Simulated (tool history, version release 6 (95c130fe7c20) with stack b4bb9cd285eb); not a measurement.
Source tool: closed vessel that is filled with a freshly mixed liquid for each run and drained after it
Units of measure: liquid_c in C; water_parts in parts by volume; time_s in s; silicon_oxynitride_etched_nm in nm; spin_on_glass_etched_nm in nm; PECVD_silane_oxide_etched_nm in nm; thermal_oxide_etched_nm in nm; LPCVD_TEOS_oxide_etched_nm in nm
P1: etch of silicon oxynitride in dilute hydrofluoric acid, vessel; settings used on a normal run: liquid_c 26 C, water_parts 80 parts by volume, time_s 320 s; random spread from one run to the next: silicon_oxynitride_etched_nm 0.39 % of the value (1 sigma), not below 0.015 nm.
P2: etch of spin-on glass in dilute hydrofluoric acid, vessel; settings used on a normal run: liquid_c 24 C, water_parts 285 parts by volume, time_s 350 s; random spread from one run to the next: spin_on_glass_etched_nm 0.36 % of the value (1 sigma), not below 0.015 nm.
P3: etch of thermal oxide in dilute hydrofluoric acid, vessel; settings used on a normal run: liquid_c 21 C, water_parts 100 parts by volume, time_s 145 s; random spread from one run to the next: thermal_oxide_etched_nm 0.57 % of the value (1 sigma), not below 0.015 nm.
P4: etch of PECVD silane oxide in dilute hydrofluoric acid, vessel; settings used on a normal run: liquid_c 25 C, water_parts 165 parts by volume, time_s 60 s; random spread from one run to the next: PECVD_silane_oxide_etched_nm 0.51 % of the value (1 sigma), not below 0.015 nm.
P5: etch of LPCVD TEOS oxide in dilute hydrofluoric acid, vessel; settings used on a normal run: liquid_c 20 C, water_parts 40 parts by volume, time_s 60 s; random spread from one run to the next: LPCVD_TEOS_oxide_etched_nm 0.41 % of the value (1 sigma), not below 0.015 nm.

| run | hour | process | liquid_c | water_parts | time_s | hours since the thermometer was replaced | hours since the hydrofluoric acid flow meter was replaced | silicon_oxynitride_etched_nm | spin_on_glass_etched_nm | PECVD_silane_oxide_etched_nm | thermal_oxide_etched_nm | LPCVD_TEOS_oxide_etched_nm |
|---|---|---|---|---|---|---|---|---|---|---|---|---|
| 1 | 11.9 | P1 | 26 | 80 | 320 | 632.7 | 578 | 16.611 |  |  |  |  |
| 2 | 24.9 | P1 | 26 | 80 | 625 | 645.7 | 591 | 32.227 |  |  |  |  |
| 3 | 42 | P2 | 24 | 285 | 350 | 662.8 | 608.1 |  | 37.566 |  |  |  |
| 4 | 55.1 | P1 | 26 | 130 | 320 | 675.9 | 621.2 | 9.8131 |  |  |  |  |
| 5 | 62.8 | P2 | 24 | 170 | 350 | 683.6 | 628.9 |  | 70.522 |  |  |  |
| 6 | 80.5 | P4 | 25 | 35 | 60 | 701.3 | 646.6 |  |  | 82.203 |  |  |
| 7 | 92 | P4 | 25 | 165 | 60 | 712.8 | 658.1 |  |  | 14.817 |  |  |
| 8 | 109.7 | P1 | 26 | 80 | 70 | 730.5 | 675.8 | 3.6635 |  |  |  |  |
| 9 | 123.6 | P1 | 26 | 55 | 455 | 744.4 | 689.7 | 34.895 |  |  |  |  |
| 10 | 139.3 | P2 | 32 | 285 | 350 | 760.1 | 705.4 |  | 48.824 |  |  |  |
| 11 | 155 | P3 | 21 | 100 | 35 | 775.8 | 721.1 |  |  |  | 1.4593 |  |
| 12 | 172.8 | P2 | 24 | 285 | 350 | 793.6 | 738.9 |  | 37.664 |  |  |  |
| 13 | 184.6 | P1 | 26 | 50 | 320 | 805.4 | 750.7 | 27.281 |  |  |  |  |
| 14 | 196.5 | P5 | 20 | 60 | 60 | 817.3 | 762.6 |  |  |  |  | 31.156 |
| 15 | 207.7 | P5 | 20 | 40 | 60 | 828.5 | 773.8 |  |  |  |  | 47.905 |
| 16 | 224.6 | P5 | 17 | 40 | 60 | 845.4 | 790.7 |  |  |  |  | 41.873 |
| 17 | 238 | P1 | 34 | 80 | 320 | 858.8 | 804.1 | 23.978 |  |  |  |  |
| 18 | 250 | P5 | 20 | 40 | 115 | 870.8 | 816.1 |  |  |  |  | 91.477 |
| 19 | 266.2 | P1 | 26 | 80 | 320 | 887 | 832.3 | 16.562 |  |  |  |  |
| 20 | 277.4 | P3 | 21 | 50 | 145 | 898.2 | 843.5 |  |  |  | 12.866 |  |
| 21 | 293.8 | P1 | 26 | 80 | 320 | 914.6 | 859.9 | 16.653 |  |  |  |  |
| 22 | 307.9 | P1 | 26 | 80 | 320 | 928.7 | 874 | 16.58 |  |  |  |  |
| 23 | 315.6 | P2 | 24 | 285 | 655 | 936.4 | 881.7 |  | 70.557 |  |  |  |
| 24 | 331.5 | P1 | 19.5 | 80 | 320 | 952.3 | 897.6 | 12.07 |  |  |  |  |
| 25 | 347.5 | P4 | 25 | 165 | 60 | 968.3 | 913.6 |  |  | 14.772 |  |  |
| 26 | 363.2 | P3 | 21 | 100 | 145 | 984 | 929.3 |  |  |  | 6.1095 |  |
| 27 | 379.8 | P1 | 26 | 80 | 320 | 1000.6 | 945.9 | 16.571 |  |  |  |  |
| 28 | 395.5 | P3 | 17 | 100 | 145 | 1016.3 | 961.6 |  |  |  | 5.1875 |  |
| 29 | 412.8 | P4 | 25 | 165 | 95 | 1033.6 | 978.9 |  |  | 23.357 |  |  |
| 30 | 429.7 | P4 | 17.5 | 165 | 60 | 1050.5 | 995.8 |  |  | 11.075 |  |  |
| 31 | 444.9 | P1 | 26 | 140 | 40 | 1065.7 | 1011 | 1.115 |  |  |  |  |
| 32 | 457.3 | P1 | 26 | 80 | 320 | 1078.1 | 1023.4 | 16.592 |  |  |  |  |
| 33 | 468.2 | P1 | 26 | 80 | 320 | 1089 | 1034.3 | 16.519 |  |  |  |  |
| 34 | 482.5 | P1 | 26 | 80 | 320 | 1103.3 | 1048.6 | 17.137 |  |  |  |  |
| 35 | 495.7 | P1 | 26 | 80 | 320 | 1116.5 | 1061.8 | 17.561 |  |  |  |  |
| 36 | 509.6 | P1 | 26 | 80 | 320 | 1130.4 | 1075.7 | 17.737 |  |  |  |  |
| 37 | 526.7 | P1 | 26 | 80 | 320 | 1147.5 | 1092.8 | 18.126 |  |  |  |  |
| 38 | 539.7 | P1 | 26 | 80 | 320 | 1160.5 | 1105.8 | 18.104 |  |  |  |  |
| 39 | 548.3 | P1 | 26 | 80 | 320 | 1169.1 | 1114.4 | 18.271 |  |  |  |  |
| 40 | 564 | P1 | 26 | 80 | 320 | 1184.8 | 1130.1 | 18.139 |  |  |  |  |
| 41 | 577.6 | P1 | 26 | 80 | 320 | 1198.4 | 1143.7 | 18.107 |  |  |  |  |
| 42 | 595.2 | P1 | 26 | 80 | 320 | 1216 | 1161.3 | 18.345 |  |  |  |  |
| 43 | 611.6 | P1 | 26 | 80 | 320 | 1232.4 | 1177.7 | 18.275 |  |  |  |  |

What P1 gives has crept away from where it was. These 2 causes fit the log equally well, each at the size given:
A: hydrofluoric acid flow above the setpoint (%) = 9.55
B: liquid hotter than its thermometer reads (K) = 2.1
The gradual shift began around hour 468.2.

Which of the 4 check runs listed below separates the causes, so that each cause would produce a clearly different result? Each run uses one wafer, and its results are marked with question marks.
| check 1 | 628 | P3 | 21 | 60 | 75 |  |  |  |  |  | ? |  |
| check 2 | 628 | P4 | 25 | 40 | 60 |  |  |  |  | ? |  |  |
| check 3 | 628 | P5 | 17 | 40 | 110 |  |  |  |  |  |  | ? |
| check 4 | 628 | P2 | 31 | 285 | 350 |  |  |  | ? |  |  |  |

If the cause were each of the candidates in turn, the checks would give the following:
| check | result | if A | if B |
|---|---|---|---|
| check 1 | thermal_oxide_etched_nm | 6.0653 | 6.0022 |
| check 2 | PECVD_silane_oxide_etched_nm | 78.717 | 77.908 |
| check 3 | LPCVD_TEOS_oxide_etched_nm | 84.565 | 84.226 |
| check 4 | spin_on_glass_etched_nm | 53.608 | 50.827 |
Gap, in per cent, between the two causes that each check separates least, read from the result that separates them most: check 1 1.05 %; check 2 1.03 %; check 3 0.4 %; check 4 5.33 %
The other checks would show nearly matching results whichever cause is true, so check 4 is the only one that separates the causes.

Then check 4 was run and gave: spin_on_glass_etched_nm 50.748 nm. Which cause is it?

B is the cause: liquid hotter than its thermometer reads (K).
